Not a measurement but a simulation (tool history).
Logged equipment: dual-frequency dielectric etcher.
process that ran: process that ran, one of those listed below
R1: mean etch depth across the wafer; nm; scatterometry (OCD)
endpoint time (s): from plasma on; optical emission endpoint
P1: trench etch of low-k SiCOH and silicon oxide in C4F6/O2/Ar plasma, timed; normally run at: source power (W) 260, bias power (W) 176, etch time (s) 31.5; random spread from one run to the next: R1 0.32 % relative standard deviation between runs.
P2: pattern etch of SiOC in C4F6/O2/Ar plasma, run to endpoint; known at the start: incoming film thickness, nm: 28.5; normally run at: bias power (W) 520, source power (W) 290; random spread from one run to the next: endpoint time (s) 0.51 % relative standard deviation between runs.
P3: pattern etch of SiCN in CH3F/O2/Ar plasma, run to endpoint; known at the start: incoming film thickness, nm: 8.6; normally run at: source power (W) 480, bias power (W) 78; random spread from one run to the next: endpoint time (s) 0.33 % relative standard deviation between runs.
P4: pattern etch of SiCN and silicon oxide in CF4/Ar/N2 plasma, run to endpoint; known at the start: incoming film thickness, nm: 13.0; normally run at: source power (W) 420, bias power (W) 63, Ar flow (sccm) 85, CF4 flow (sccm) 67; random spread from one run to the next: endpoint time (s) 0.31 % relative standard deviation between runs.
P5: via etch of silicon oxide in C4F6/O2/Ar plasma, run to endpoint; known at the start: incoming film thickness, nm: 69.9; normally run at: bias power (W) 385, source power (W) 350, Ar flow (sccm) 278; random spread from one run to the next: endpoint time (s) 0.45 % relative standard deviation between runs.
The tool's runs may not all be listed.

run 1 hour=5.3 | process_that_ran=P1 source_power_(W)=260 bias_power_(W)=176 etch_time_(s)=31.5 | R1=82.043
run 2 hour=17 | process_that_ran=P3 source_power_(W)=480 bias_power_(W)=104 | endpoint_time_(s)=18.463
run 3 hour=26.9 | process_that_ran=P3 source_power_(W)=480 bias_power_(W)=78 | endpoint_time_(s)=20.544
run 4 hour=33.4 | process_that_ran=P4 source_power_(W)=420 bias_power_(W)=63 Ar_flow_(sccm)=117 CF4_flow_(sccm)=67 | endpoint_time_(s)=17.777
run 5 hour=39.6 | process_that_ran=P4 source_power_(W)=420 bias_power_(W)=63 Ar_flow_(sccm)=85 CF4_flow_(sccm)=88 | endpoint_time_(s)=16.187
run 6 hour=51.8 | process_that_ran=P3 source_power_(W)=480 bias_power_(W)=78 | endpoint_time_(s)=20.434
run 7 hour=63.2 | process_that_ran=P5 source_power_(W)=350 bias_power_(W)=503 Ar_flow_(sccm)=278 | endpoint_time_(s)=15.989
run 8 hour=69.6 | process_that_ran=P1 source_power_(W)=260 bias_power_(W)=176 etch_time_(s)=31.5 | R1=82.278
run 9 hour=81.5 | process_that_ran=P1 source_power_(W)=260 bias_power_(W)=176 etch_time_(s)=31.5 | R1=82.841
run 10 hour=90 | process_that_ran=P4 source_power_(W)=420 bias_power_(W)=63 Ar_flow_(sccm)=85 CF4_flow_(sccm)=67 | endpoint_time_(s)=16.963
run 11 hour=99.8 | process_that_ran=P4 source_power_(W)=420 bias_power_(W)=47 Ar_flow_(sccm)=85 CF4_flow_(sccm)=67 | endpoint_time_(s)=18.534
run 12 hour=109.3 | process_that_ran=P1 source_power_(W)=260 bias_power_(W)=176 etch_time_(s)=31.5 | R1=82.484
run 13 hour=116.6 | process_that_ran=P1 source_power_(W)=260 bias_power_(W)=176 etch_time_(s)=31.5 | R1=83.025
-- hour=118.1 source power generator calibrated
run 14 hour=122.6 | process_that_ran=P1 source_power_(W)=260 bias_power_(W)=176 etch_time_(s)=42 | R1=110.04
run 15 hour=130.8 | process_that_ran=P5 source_power_(W)=350 bias_power_(W)=385 Ar_flow_(sccm)=278 | endpoint_time_(s)=17.657
run 16 hour=143.2 | process_that_ran=P2 source_power_(W)=200 bias_power_(W)=520 | endpoint_time_(s)=11.939
run 17 hour=155 | process_that_ran=P1 source_power_(W)=210 bias_power_(W)=176 etch_time_(s)=31.5 | R1=76.302
run 18 hour=161.8 | process_that_ran=P3 source_power_(W)=680 bias_power_(W)=78 | endpoint_time_(s)=17.988
run 19 hour=173.5 | process_that_ran=P1 source_power_(W)=260 bias_power_(W)=208 etch_time_(s)=31.5 | R1=87.178
run 20 hour=179.9 | process_that_ran=P1 source_power_(W)=260 bias_power_(W)=176 etch_time_(s)=31.5 | R1=82.331
run 21 hour=192.2 | process_that_ran=P5 source_power_(W)=350 bias_power_(W)=385 Ar_flow_(sccm)=179 | endpoint_time_(s)=16.728
run 22 hour=200.4 | process_that_ran=P4 source_power_(W)=420 bias_power_(W)=63 Ar_flow_(sccm)=85 CF4_flow_(sccm)=67 | endpoint_time_(s)=16.936
run 23 hour=208 | process_that_ran=P5 source_power_(W)=460 bias_power_(W)=385 Ar_flow_(sccm)=278 | endpoint_time_(s)=15.753
run 24 hour=218.4 | process_that_ran=P2 source_power_(W)=290 bias_power_(W)=342 | endpoint_time_(s)=12.26
run 25 hour=228.6 | process_that_ran=P2 source_power_(W)=290 bias_power_(W)=520 | endpoint_time_(s)=10.475
run 26 hour=239.3 | process_that_ran=P1 source_power_(W)=260 bias_power_(W)=112 etch_time_(s)=31.5 | R1=71.813
run 27 hour=249 | process_that_ran=P4 source_power_(W)=270 bias_power_(W)=63 Ar_flow_(sccm)=85 CF4_flow_(sccm)=67 | endpoint_time_(s)=25.02
run 28 hour=259.4 | process_that_ran=P1 source_power_(W)=260 bias_power_(W)=176 etch_time_(s)=21.5 | R1=56.408
run 29 hour=266.9 | process_that_ran=P1 source_power_(W)=310 bias_power_(W)=176 etch_time_(s)=31.5 | R1=88.144
run 30 hour=276.7 | process_that_ran=P1 source_power_(W)=260 bias_power_(W)=176 etch_time_(s)=31.5 | R1=82.423
run 31 hour=282.1 | process_that_ran=P5 source_power_(W)=350 bias_power_(W)=385 Ar_flow_(sccm)=278 | endpoint_time_(s)=17.679
run 32 hour=291.8 | process_that_ran=P1 source_power_(W)=300 bias_power_(W)=176 etch_time_(s)=45.5 | R1=126.34
run 33 hour=298.4 | process_that_ran=P1 source_power_(W)=260 bias_power_(W)=176 etch_time_(s)=31.5 | R1=82.875

Run 34 is up next; what results do you expect?
run 34 hour=303.8 | process_that_ran=P1 source_power_(W)=260 bias_power_(W)=176 etch_time_(s)=31.5 | R1=?

R1: 82.432 nm

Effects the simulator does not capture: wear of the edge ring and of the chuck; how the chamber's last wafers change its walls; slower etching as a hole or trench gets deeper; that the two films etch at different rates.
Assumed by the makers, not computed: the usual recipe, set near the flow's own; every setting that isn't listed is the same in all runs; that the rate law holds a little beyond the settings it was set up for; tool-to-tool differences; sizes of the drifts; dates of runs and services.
